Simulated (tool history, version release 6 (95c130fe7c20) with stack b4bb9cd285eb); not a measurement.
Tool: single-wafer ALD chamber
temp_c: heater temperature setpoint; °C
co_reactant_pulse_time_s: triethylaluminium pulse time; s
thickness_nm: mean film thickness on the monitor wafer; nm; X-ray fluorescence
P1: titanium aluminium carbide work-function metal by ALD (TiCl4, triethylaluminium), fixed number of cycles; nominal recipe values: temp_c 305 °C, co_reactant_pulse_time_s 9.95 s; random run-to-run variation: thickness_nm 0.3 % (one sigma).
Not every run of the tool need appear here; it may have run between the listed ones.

run	day	temp_c	co_reactant_pulse_time_s	hours since the last thermocouple change	hours since the last triethylaluminium bottle change	thickness_nm
1	0.15	305	9.95	818	57.5	2.076
2	0.379	305	9.95	823.5	63	2.0619
3	0.558	290	14.46	827.8	67.3	1.9868
4	0.767	326	13.18	832.8	72.3	2.2983
5	0.917	305	9.95	836.4	75.9	2.0596
6	1.154	305	9.95	842.1	81.6	2.0676
7	1.317	305	9.95	846	85.5	2.0649
8	1.504	323	14.13	850.5	90	2.2765
9	1.796	305	13.63	857.5	97	2.1182
10	1.992	305	3.71	862.2	101.7	1.5408
11	2.212	280	9.95	867.5	107	1.8516
12	2.458	329	9.95	873.4	112.9	2.2796

The next listed run, before its measurement:
13	2.746	305	9.95	880.3	119.8	?

Run 13 gave thickness_nm 2.0737 nm.
